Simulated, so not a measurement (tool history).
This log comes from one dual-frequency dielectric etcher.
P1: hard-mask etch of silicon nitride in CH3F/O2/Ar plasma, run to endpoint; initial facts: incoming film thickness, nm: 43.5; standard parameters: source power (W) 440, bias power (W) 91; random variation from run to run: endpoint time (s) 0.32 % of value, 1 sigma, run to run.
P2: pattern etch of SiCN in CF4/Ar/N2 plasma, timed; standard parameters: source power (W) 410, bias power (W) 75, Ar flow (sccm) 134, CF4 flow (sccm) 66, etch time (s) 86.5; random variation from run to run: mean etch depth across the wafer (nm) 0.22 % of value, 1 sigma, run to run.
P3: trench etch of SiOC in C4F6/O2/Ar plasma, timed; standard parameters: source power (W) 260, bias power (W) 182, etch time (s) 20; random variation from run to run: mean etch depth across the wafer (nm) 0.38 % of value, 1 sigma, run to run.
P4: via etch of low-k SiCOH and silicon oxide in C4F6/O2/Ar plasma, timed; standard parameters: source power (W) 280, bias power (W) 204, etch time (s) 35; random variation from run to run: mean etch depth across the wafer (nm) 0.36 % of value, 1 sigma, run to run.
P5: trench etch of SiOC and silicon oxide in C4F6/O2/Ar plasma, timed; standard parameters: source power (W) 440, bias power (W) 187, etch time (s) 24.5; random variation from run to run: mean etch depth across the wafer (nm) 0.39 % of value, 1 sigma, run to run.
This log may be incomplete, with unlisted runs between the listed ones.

run	hour	process that ran	source power (W)	bias power (W)	Ar flow (sccm)	CF4 flow (sccm)	etch time (s)	endpoint time (s)	mean etch depth across the wafer (nm)
1	7.4	P1	440	91				56.695	
2	16	P1	290	91				66.091	
3	29.8	P2	410	75	134	66	86.5		64.24
4	40.9	P4	280	204			47		100.02
5	49.4	P4	280	204			35		74.953
6	61.8	P2	500	75	134	66	86.5		76.491
7	74.6	P1	600	91				50.205	
8	83.5	P5	330	187			24.5		44.928
9	97.4	P3	360	182			20		40.511
10	110.8	P5	440	187			24.5		50.301
11	122.2	P1	440	112				52.487	
12	135.1	P2	410	55	134	66	86.5		57.168
13	149.4	P2	410	75	134	93	86.5		67.699
14	162.5	P1	440	91				56.826	
15	173.2	P2	410	75	179	66	86.5		61.303
16	180.1	P3	260	182			13		23.281
17	188.2	P1	440	91				56.999	
18	196.8	P1	440	58				65.893	
19	203.2	P5	440	187			15		30.674
20	214.7	P4	380	204			35		83.697
21	228.4	P2	410	75	134	66	86.5		64.463
22	241.6	P4	280	204			35		74.873
23	249	P1	440	91				56.376	
24	259.9	P5	440	187			24.5		50.103
25	267.8	P5	440	137			24.5		45.7
26	275.4	P2	410	75	134	66	120		89.266
27	287.9	P3	260	182			20		35.718
28	294.8	P1	550	65				58.317	
29	301.1	P3	260	107			20		30.29
30	312.5	P3	260	182			20		35.398
31	326	P1	580	128				45.276	
32	334.7	P4	280	167			35		70.318
33	345.9	P1	440	91				56.568	
34	358	P1	440	91				56.806	

What does the tool deliver on the next run?
35	369.4	P1	440	91				?	

endpoint time (s): 57.613
